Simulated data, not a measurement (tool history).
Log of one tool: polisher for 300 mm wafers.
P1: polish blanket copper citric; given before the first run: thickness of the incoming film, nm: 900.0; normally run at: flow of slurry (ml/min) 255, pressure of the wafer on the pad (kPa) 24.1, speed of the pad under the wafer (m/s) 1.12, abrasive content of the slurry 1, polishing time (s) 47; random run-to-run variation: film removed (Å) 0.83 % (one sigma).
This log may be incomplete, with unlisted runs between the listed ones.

run,hour,flow of slurry (ml/min),pressure of the wafer on the pad (kPa),speed of the pad under the wafer (m/s),abrasive content of the slurry,polishing time (s),wafers polished on this pad,hours since the slurry nozzle was cleaned,hours since the head pressure was calibrated,hours since the slurry blender was calibrated,film removed (Å)
1,6.8,255,24.1,1.12,1,47,420,244.5,326.8,97.2,1165.4
2,14.4,255,24.1,1.12,1.45,47,521,252.1,334.4,104.8,1266.5
3,20.7,255,24.1,1.12,1,73,605,258.4,340.7,111.1,1827.7
# hour 21.2: slurry nozzle cleaned
4,26,255,24.1,1.12,1,25,675,4.9,346,116.4,629.2
5,33.9,155,24.1,0.86,1,47,780,12.8,353.9,124.3,849.23
6,43.8,255,24.1,1.12,1,47,912,22.7,363.8,134.2,1167.2
7,51.9,255,24.1,1.68,1,47,1020,30.8,371.9,142.3,1741.4
8,56.8,255,24.1,1.12,0.7,47,1085,35.7,376.8,147.2,1093.2
9,65.3,255,24.1,0.7,1,47,1198,44.2,385.3,155.7,746.92
10,74.1,255,24.1,1.12,1,47,1315,53,394.1,164.5,1159.1
11,83.7,170,24.1,0.66,1,47,1443,62.6,403.7,174.1,670.79
12,88.8,255,24.1,1.12,1,47,1511,67.7,408.8,179.2,1151.7
13,96.9,255,13.8,1.12,1,47,1619,75.8,416.9,187.3,684.98
14,101.9,255,24.1,1.12,1,47,1686,80.8,421.9,192.3,1175.5
15,110.8,380,24.1,1.12,1,47,1804,89.7,430.8,201.2,1214.6
16,120.3,255,35.9,1.12,1,47,1930,99.2,440.3,210.7,1735.6
17,127.1,155,24.1,1.12,1,47,2021,106,447.1,217.5,1097
18,137.6,255,24.1,1.12,1,47,2161,116.5,457.6,228,1177
19,145.4,255,24.1,1.12,1,47,2265,124.3,465.4,235.8,1139.8
20,154.5,255,24.1,1.12,1,47,2386,133.4,474.5,244.9,1113.6
21,159.4,255,24.1,1.12,1,47,2451,138.3,479.4,249.8,1115.4
# hour 167.4: slurry blender recalibrated
22,169.1,255,24.1,1.12,1,47,2580,148,489.1,1.7,1110.7
# hour 170.4: worn pad replaced by a new one
23,175.2,255,24.1,1.12,1,47,63,154.1,495.2,7.8,1128.8
24,181.8,255,24.1,1.12,1,47,151,160.7,501.8,14.4,1111.7

Something has made what P1 gives creep away from where it was; the 2 causes below, each at its own stated size, fit the log equally well:
A: slurry flow missing at the pad, % = 34.5
B: head's pressure below its setpoint, % = 5.41
The onset of the drift is placed at about hour 137.6.
Each remaining cause and why it is not a fit:
removal rate lost through wear of the pad, %: serviced at hour 170.4, after the drift had started, without restoring the earlier output
abrasive missing from the slurry, %: serviced at hour 167.4, after the drift had started, without restoring the earlier output

The list below offers 4 check runs, each averaging the results of 5 wafers, and shows each result as a question mark. For which of them would the listed causes give clearly different results?
check 1,188.4,255,14.5,1.12,1,36,,,,,?
check 2,188.4,155,24.1,1.12,1,64,,,,,?
check 3,188.4,255,24.1,0.74,1,47,,,,,?
check 4,188.4,255,24.1,1.12,1.2,69,,,,,?

Predicted outcomes, by check and by cause:
check,result,if A,if B
check 1,film removed (Å),517.03,517.44
check 2,film removed (Å),1371,1415.7
check 3,film removed (Å),741.24,741.7
check 4,film removed (Å),1697.2,1697.4
How far apart the two closest causes lie, in the result that separates them most: check 1 0.08 %; check 2 3.21 %; check 3 0.06 %; check 4 0.01 %
Check 2 distinguishes between the causes, while the remaining checks would return nearly the same result for all of them.

Check 2 was carried out, with these results: film removed (Å) 1413.8. Which of the listed causes is responsible?

The correct cause is B, namely: head's pressure below its setpoint, %.
